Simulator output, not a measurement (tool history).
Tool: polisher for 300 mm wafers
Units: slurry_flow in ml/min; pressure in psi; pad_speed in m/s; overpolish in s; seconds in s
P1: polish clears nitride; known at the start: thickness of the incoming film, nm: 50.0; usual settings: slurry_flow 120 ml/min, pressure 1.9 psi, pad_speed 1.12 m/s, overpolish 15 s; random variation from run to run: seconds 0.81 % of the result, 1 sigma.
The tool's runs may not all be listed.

| run | hour | slurry_flow | pressure | pad_speed | overpolish | wafers polished on this pad | hours since the slurry nozzle was cleaned | hours since the head pressure was calibrated | seconds |
|---|---|---|---|---|---|---|---|---|---|
| 1 | 11.1 | 120 | 1.9 | 1.12 | 15 | 647 | 333.7 | 900.8 | 69.73 |
| 2 | 20.4 | 120 | 1.9 | 1.12 | 4 | 742 | 343 | 910.1 | 71.2 |
| 3 | 33.2 | 120 | 2.9 | 1.12 | 4 | 872 | 355.8 | 922.9 | 45.935 |
| 4 | 48.2 | 120 | 1.9 | 1.12 | 15 | 1025 | 370.8 | 937.9 | 70.363 |
| 5 | 56.7 | 70 | 1.9 | 1.12 | 15 | 1111 | 379.3 | 946.4 | 82.221 |
| 6 | 69.9 | 120 | 1.1 | 1.12 | 15 | 1245 | 392.5 | 959.6 | 120.66 |
| 7 | 76.9 | 120 | 1.9 | 0.58 | 4 | 1316 | 399.5 | 966.6 | 137.61 |
| 8 | 88.9 | 120 | 1.9 | 1.12 | 29 | 1438 | 411.5 | 978.6 | 70.889 |
| 9 | 102.2 | 120 | 1.9 | 1.52 | 27 | 1573 | 424.8 | 991.9 | 51.689 |
| 10 | 112 | 120 | 1.9 | 1.12 | 15 | 1673 | 434.6 | 1001.7 | 70.653 |
| 11 | 121.1 | 180 | 1.9 | 1.12 | 15 | 1766 | 443.7 | 1010.8 | 66.171 |
| 12 | 132.3 | 120 | 3 | 1.12 | 15 | 1879 | 454.9 | 1022 | 45.013 |
| 13 | 143.1 | 120 | 1.9 | 1.12 | 15 | 1989 | 465.7 | 1032.8 | 71.926 |
|  | 144 | head pressure recalibrated |
| 14 | 152 | 120 | 1.9 | 1.12 | 15 | 2080 | 474.6 | 8 | 70.801 |
| 15 | 165 | 120 | 1.9 | 1.76 | 15 | 2212 | 487.6 | 21 | 45.348 |
| 16 | 175.1 | 120 | 1.9 | 0.82 | 15 | 2315 | 497.7 | 31.1 | 96.853 |
| 17 | 188.1 | 120 | 1.9 | 1.12 | 15 | 2447 | 510.7 | 44.1 | 69.445 |
| 18 | 201.4 | 120 | 1.9 | 1.12 | 15 | 2582 | 524 | 57.4 | 74.501 |
| 19 | 210.9 | 120 | 1.9 | 1.12 | 15 | 2678 | 533.5 | 66.9 | 76.653 |
| 20 | 219.4 | 120 | 1.9 | 1.12 | 15 | 2765 | 542 | 75.4 | 77.371 |
| 21 | 228.4 | 120 | 1.9 | 1.12 | 15 | 2856 | 551 | 84.4 | 78.227 |
| 22 | 237.2 | 120 | 1.9 | 1.12 | 15 | 2946 | 559.8 | 93.2 | 77.584 |
|  | 244.1 | head pressure recalibrated |
| 23 | 247 | 120 | 1.9 | 1.12 | 15 | 3045 | 569.6 | 3 | 78.184 |

The next listed run, before its measurement:
| 24 | 256.4 | 120 | 1.9 | 1.12 | 15 | 3141 | 579 | 12.4 | ? |

Run 24 gave seconds 79.102 s.

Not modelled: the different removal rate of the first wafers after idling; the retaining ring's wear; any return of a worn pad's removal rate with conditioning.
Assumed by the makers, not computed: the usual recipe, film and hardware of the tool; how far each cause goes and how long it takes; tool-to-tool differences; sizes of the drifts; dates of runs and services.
